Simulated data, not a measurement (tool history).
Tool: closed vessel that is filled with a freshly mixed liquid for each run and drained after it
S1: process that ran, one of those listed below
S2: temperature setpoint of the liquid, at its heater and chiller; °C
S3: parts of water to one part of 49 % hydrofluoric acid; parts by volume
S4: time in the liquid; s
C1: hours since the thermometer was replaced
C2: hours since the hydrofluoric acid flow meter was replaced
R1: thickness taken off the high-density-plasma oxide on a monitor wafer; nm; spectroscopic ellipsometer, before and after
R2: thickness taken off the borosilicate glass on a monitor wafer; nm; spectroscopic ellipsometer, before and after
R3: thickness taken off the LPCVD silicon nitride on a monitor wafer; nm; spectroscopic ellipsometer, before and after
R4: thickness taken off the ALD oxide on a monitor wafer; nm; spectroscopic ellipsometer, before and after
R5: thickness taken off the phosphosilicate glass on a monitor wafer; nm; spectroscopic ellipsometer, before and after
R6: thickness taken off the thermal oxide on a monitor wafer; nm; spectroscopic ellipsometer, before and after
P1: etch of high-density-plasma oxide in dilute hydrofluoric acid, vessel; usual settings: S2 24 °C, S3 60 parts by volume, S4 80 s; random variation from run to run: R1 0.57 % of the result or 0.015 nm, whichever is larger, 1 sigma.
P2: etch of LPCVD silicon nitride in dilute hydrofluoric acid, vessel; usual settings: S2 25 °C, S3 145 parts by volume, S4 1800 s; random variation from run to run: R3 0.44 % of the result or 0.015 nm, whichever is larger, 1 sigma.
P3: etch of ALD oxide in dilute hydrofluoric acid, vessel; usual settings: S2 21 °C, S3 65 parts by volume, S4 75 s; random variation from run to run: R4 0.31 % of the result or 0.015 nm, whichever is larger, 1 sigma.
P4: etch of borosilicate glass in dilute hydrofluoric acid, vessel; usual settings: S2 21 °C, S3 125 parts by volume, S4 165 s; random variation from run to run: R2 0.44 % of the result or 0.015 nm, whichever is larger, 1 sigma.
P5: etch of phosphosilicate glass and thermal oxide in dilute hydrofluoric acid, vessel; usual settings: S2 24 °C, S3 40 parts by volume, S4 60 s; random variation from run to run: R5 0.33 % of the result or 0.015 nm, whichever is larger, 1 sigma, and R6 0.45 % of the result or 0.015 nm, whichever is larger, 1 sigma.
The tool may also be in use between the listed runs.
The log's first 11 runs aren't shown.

run   hour  S1    S2   S3    S4     C1     C2      R1      R2      R3      R4      R5      R6
     134.6  -- thermometer replaced
 12  137.6  P4    21  125   165    3.1  296.6          55.127
 13  154.6  P1    24   60    80   20.1  313.6   7.183
 14  171.6  P1    24   60   145   37.1  330.6   13.09
 15  179.8  P1    24   25   115   45.3  338.8  25.767
 16  192.3  P3    21   65    75   57.8  351.3                          10.883
 17  204.6  P2    25  145  2675   70.1  363.6                  9.9885
 18    222  P4    21  125   325   87.5    381          109.25
 19  236.5  P3    21   25    75    102  395.5                          29.528
 20  246.2  P1    24   60    80  111.7  405.2  7.1298
 21  258.1  P4    21  190   165  123.6  417.1              34
 22  275.6  P2    25  145  1800  141.1  434.6                  6.6533
 23  286.5  P1    24   60    80    152  445.5  7.1311
 24  304.1  P5  19.5   40    60  169.6  463.1                                  152.77  6.4625

Run 25 comes next. What will it give?
 25  316.9  P3  21  65  30  182.4  475.9               ?

R4: 4.3259 nm
